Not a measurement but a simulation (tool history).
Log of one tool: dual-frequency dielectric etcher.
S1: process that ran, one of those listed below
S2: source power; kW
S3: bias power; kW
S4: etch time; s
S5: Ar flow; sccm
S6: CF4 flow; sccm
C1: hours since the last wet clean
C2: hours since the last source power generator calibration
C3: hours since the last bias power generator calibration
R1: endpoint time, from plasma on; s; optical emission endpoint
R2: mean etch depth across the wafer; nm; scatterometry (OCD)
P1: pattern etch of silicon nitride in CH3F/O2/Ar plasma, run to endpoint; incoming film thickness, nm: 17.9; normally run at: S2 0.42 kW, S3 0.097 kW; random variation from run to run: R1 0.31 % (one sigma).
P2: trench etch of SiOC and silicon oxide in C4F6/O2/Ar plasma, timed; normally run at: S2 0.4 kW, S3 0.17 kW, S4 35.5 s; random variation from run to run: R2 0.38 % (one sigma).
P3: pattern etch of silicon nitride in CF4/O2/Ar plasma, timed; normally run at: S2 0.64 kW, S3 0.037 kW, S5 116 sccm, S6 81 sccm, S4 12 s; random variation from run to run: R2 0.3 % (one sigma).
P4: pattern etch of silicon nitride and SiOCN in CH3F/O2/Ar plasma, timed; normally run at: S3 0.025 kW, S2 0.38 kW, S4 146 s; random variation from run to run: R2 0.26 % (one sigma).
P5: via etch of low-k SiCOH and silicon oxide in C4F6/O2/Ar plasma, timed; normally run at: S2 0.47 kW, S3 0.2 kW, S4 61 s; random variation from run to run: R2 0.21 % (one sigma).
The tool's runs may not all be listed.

{"run": 1, "day": 0.221, "S1": "P1", "S2": 0.42, "S3": 0.097, "C1": 110.1, "C2": 2139.8, "C3": 955.3, "R1": 22.503}
{"run": 2, "day": 0.475, "S1": "P4", "S2": 0.38, "S3": 0.025, "S4": 182, "C1": 116.2, "C2": 2145.9, "C3": 961.4, "R2": 25.391}
{"run": 3, "day": 0.604, "S1": "P5", "S2": 0.35, "S3": 0.2, "S4": 61, "C1": 119.3, "C2": 2149, "C3": 964.5, "R2": 168.53}
{"run": 4, "day": 0.758, "S1": "P3", "S2": 0.64, "S3": 0.037, "S4": 6.5, "S5": 116, "S6": 81, "C1": 123, "C2": 2152.7, "C3": 968.2, "R2": 12.98}
{"run": 5, "day": 0.912, "S1": "P5", "S2": 0.47, "S3": 0.26, "S4": 61, "C1": 126.7, "C2": 2156.4, "C3": 971.9, "R2": 205.54}
{"run": 6, "day": 1.142, "S1": "P5", "S2": 0.47, "S3": 0.2, "S4": 61, "C1": 132.2, "C2": 2161.9, "C3": 977.4, "R2": 189.36}
{"run": 7, "day": 1.342, "S1": "P3", "S2": 0.64, "S3": 0.037, "S4": 12, "S5": 116, "S6": 81, "C1": 137, "C2": 2166.7, "C3": 982.2, "R2": 24.052}
{"run": 8, "day": 1.521, "S1": "P3", "S2": 0.46, "S3": 0.037, "S4": 12, "S5": 116, "S6": 81, "C1": 141.3, "C2": 2171, "C3": 986.5, "R2": 17.991}
{"run": 9, "day": 1.679, "S1": "P2", "S2": 0.4, "S3": 0.17, "S4": 50, "C1": 145.1, "C2": 2174.8, "C3": 990.3, "R2": 93.175}
{"run": 10, "day": 1.838, "S1": "P5", "S2": 0.47, "S3": 0.2, "S4": 40, "C1": 148.9, "C2": 2178.6, "C3": 994.1, "R2": 124.34}
{"run": 11, "day": 2.033, "S1": "P1", "S2": 0.42, "S3": 0.119, "C1": 153.6, "C2": 2183.3, "C3": 998.8, "R1": 20.856}
{"run": 12, "day": 2.275, "S1": "P1", "S2": 0.3, "S3": 0.076, "C1": 159.4, "C2": 2189.1, "C3": 1004.6, "R1": 27.715}
{"run": 13, "day": 2.508, "S1": "P1", "S2": 0.42, "S3": 0.097, "C1": 165, "C2": 2194.7, "C3": 1010.2, "R1": 22.541}
{"run": 14, "day": 2.654, "S1": "P4", "S2": 0.27, "S3": 0.025, "S4": 146, "C1": 168.5, "C2": 2198.2, "C3": 1013.7, "R2": 18.099}
{"run": 15, "day": 2.912, "S1": "P1", "S2": 0.35, "S3": 0.133, "C1": 174.7, "C2": 2204.4, "C3": 1019.9, "R1": 21.432}
{"run": 16, "day": 3.183, "S1": "P3", "S2": 0.64, "S3": 0.044, "S4": 12, "S5": 116, "S6": 81, "C1": 181.2, "C2": 2210.9, "C3": 1026.4, "R2": 25.635}
{"run": 17, "day": 3.388, "S1": "P3", "S2": 0.64, "S3": 0.037, "S4": 12, "S5": 160, "S6": 81, "C1": 186.1, "C2": 2215.8, "C3": 1031.3, "R2": 22.779}
{"run": 18, "day": 3.575, "S1": "P1", "S2": 0.42, "S3": 0.097, "C1": 190.6, "C2": 2220.3, "C3": 1035.8, "R1": 22.545}
{"run": 19, "day": 3.821, "S1": "P1", "S2": 0.42, "S3": 0.079, "C1": 196.5, "C2": 2226.2, "C3": 1041.7, "R1": 24.332}
{"run": 20, "day": 4.038, "S1": "P3", "S2": 0.64, "S3": 0.037, "S4": 12, "S5": 116, "S6": 50, "C1": 201.7, "C2": 2231.4, "C3": 1046.9, "R2": 22.157}
{"run": 21, "day": 4.192, "S1": "P4", "S2": 0.38, "S3": 0.025, "S4": 146, "C1": 205.4, "C2": 2235.1, "C3": 1050.6, "R2": 20.324}
{"run": 22, "day": 4.429, "S1": "P2", "S2": 0.4, "S3": 0.17, "S4": 35.5, "C1": 211.1, "C2": 2240.8, "C3": 1056.3, "R2": 65.839}
{"run": 23, "day": 4.688, "S1": "P1", "S2": 0.42, "S3": 0.097, "C1": 217.3, "C2": 2247, "C3": 1062.5, "R1": 22.584}
{"run": 24, "day": 4.867, "S1": "P1", "S2": 0.42, "S3": 0.097, "C1": 221.6, "C2": 2251.3, "C3": 1066.8, "R1": 22.427}
{"run": 25, "day": 5.033, "S1": "P2", "S2": 0.51, "S3": 0.17, "S4": 35.5, "C1": 225.6, "C2": 2255.3, "C3": 1070.8, "R2": 72.535}
{"run": 26, "day": 5.188, "S1": "P4", "S2": 0.38, "S3": 0.018, "S4": 146, "C1": 229.3, "C2": 2259, "C3": 1074.5, "R2": 17.54}
{"run": 27, "day": 5.454, "S1": "P1", "S2": 0.42, "S3": 0.097, "C1": 235.7, "C2": 2265.4, "C3": 1080.9, "R1": 22.532}
{"run": 28, "day": 5.6, "S1": "P5", "S2": 0.47, "S3": 0.2, "S4": 61, "C1": 239.2, "C2": 2268.9, "C3": 1084.4, "R2": 188.88}
{"run": 29, "day": 5.854, "S1": "P3", "S2": 0.64, "S3": 0.037, "S4": 12, "S5": 116, "S6": 81, "C1": 245.3, "C2": 2275, "C3": 1090.5, "R2": 24.031}
{"run": 30, "day": 6.042, "S1": "P2", "S2": 0.4, "S3": 0.204, "S4": 35.5, "C1": 249.8, "C2": 2279.5, "C3": 1095, "R2": 69.698}
{"run": 31, "day": 6.225, "S1": "P1", "S2": 0.27, "S3": 0.097, "C1": 254.2, "C2": 2283.9, "C3": 1099.4, "R1": 26.64}
{"run": 32, "day": 6.467, "S1": "P1", "S2": 0.29, "S3": 0.078, "C1": 260, "C2": 2289.7, "C3": 1105.2, "R1": 28.085}
{"run": 33, "day": 6.642, "S1": "P1", "S2": 0.42, "S3": 0.097, "C1": 264.2, "C2": 2293.9, "C3": 1109.4, "R1": 22.565}
{"run": 34, "day": 6.796, "S1": "P1", "S2": 0.58, "S3": 0.097, "C1": 267.9, "C2": 2297.6, "C3": 1113.1, "R1": 19.954}
{"run": 35, "day": 6.983, "S1": "P1", "S2": 0.42, "S3": 0.097, "C1": 272.4, "C2": 2302.1, "C3": 1117.6, "R1": 22.586}
{"run": 36, "day": 7.121, "S1": "P1", "S2": 0.42, "S3": 0.097, "C1": 275.7, "C2": 2305.4, "C3": 1120.9, "R1": 22.519}
{"run": 37, "day": 7.288, "S1": "P1", "S2": 0.42, "S3": 0.097, "C1": 279.7, "C2": 2309.4, "C3": 1124.9, "R1": 22.638}
{"run": 38, "day": 7.554, "S1": "P1", "S2": 0.42, "S3": 0.097, "C1": 286.1, "C2": 2315.8, "C3": 1131.3, "R1": 22.735}
{"run": 39, "day": 7.742, "S1": "P1", "S2": 0.42, "S3": 0.097, "C1": 290.6, "C2": 2320.3, "C3": 1135.8, "R1": 22.766}
{"run": 40, "day": 7.883, "S1": "P1", "S2": 0.42, "S3": 0.097, "C1": 294, "C2": 2323.7, "C3": 1139.2, "R1": 22.83}
{"run": 41, "day": 8.121, "S1": "P1", "S2": 0.42, "S3": 0.097, "C1": 299.7, "C2": 2329.4, "C3": 1144.9, "R1": 22.88}
{"run": 42, "day": 8.358, "S1": "P1", "S2": 0.42, "S3": 0.097, "C1": 305.4, "C2": 2335.1, "C3": 1150.6, "R1": 22.957}
{"day": 8.375, "done": "wet clean of the chamber"}
{"run": 43, "day": 8.512, "S1": "P1", "S2": 0.42, "S3": 0.097, "C1": 3.4, "C2": 2338.8, "C3": 1154.3, "R1": 22.838}
{"run": 44, "day": 8.629, "S1": "P1", "S2": 0.42, "S3": 0.097, "C1": 6.2, "C2": 2341.6, "C3": 1157.1, "R1": 22.76}
{"run": 45, "day": 8.817, "S1": "P1", "S2": 0.42, "S3": 0.097, "C1": 10.7, "C2": 2346.1, "C3": 1161.6, "R1": 22.861}
{"run": 46, "day": 9.0, "S1": "P1", "S2": 0.42, "S3": 0.097, "C1": 15.1, "C2": 2350.5, "C3": 1166, "R1": 22.821}

What P1 gives has crept away from where it was. These 2 causes fit the log equally well, each at the size given:
A: source power that arrives under what is set, % = 4.12
B: bias power that arrives under what is set, % = 4.24
The creep began at about day 6.983.
Why every other cause is out:
chamber walls in a state that lowers the etch rate, %: serviced at day 8.375, which brought nothing back

4 check runs are offered, one wafer each, their results left as question marks. Which one tells the causes apart?
{"run": "check 1", "day": 9.183, "S1": "P4", "S2": 0.38, "S3": 0.025, "S4": 146, "R2": "?"}
{"run": "check 2", "day": 9.183, "S1": "P3", "S2": 0.64, "S3": 0.037, "S4": 12, "S5": 116, "S6": 81, "R2": "?"}
{"run": "check 3", "day": 9.183, "S1": "P2", "S2": 0.4, "S3": 0.17, "S4": 35.5, "R2": "?"}
{"run": "check 4", "day": 9.183, "S1": "P5", "S2": 0.47, "S3": 0.2, "S4": 61, "R2": "?"}

What each check would give under each cause:
check=check_1 result=R2 if_A=20.006 if_B=19.9
check=check_2 result=R2 if_A=23.141 if_B=23.638
check=check_3 result=R2 if_A=64.856 if_B=65.047
check=check_4 result=R2 if_A=185.69 if_B=186.17
How far apart the two closest causes lie, in the result that separates them most: check 1 0.53 %; check 2 2.13 %; check 3 0.29 %; check 4 0.26 %
Only check 2 tells the causes apart: in the others they would give nearly the same result.

Then check 2 was run and gave: R2 23.57 nm. Which cause is it?

It is B: bias power that arrives under what is set, %.
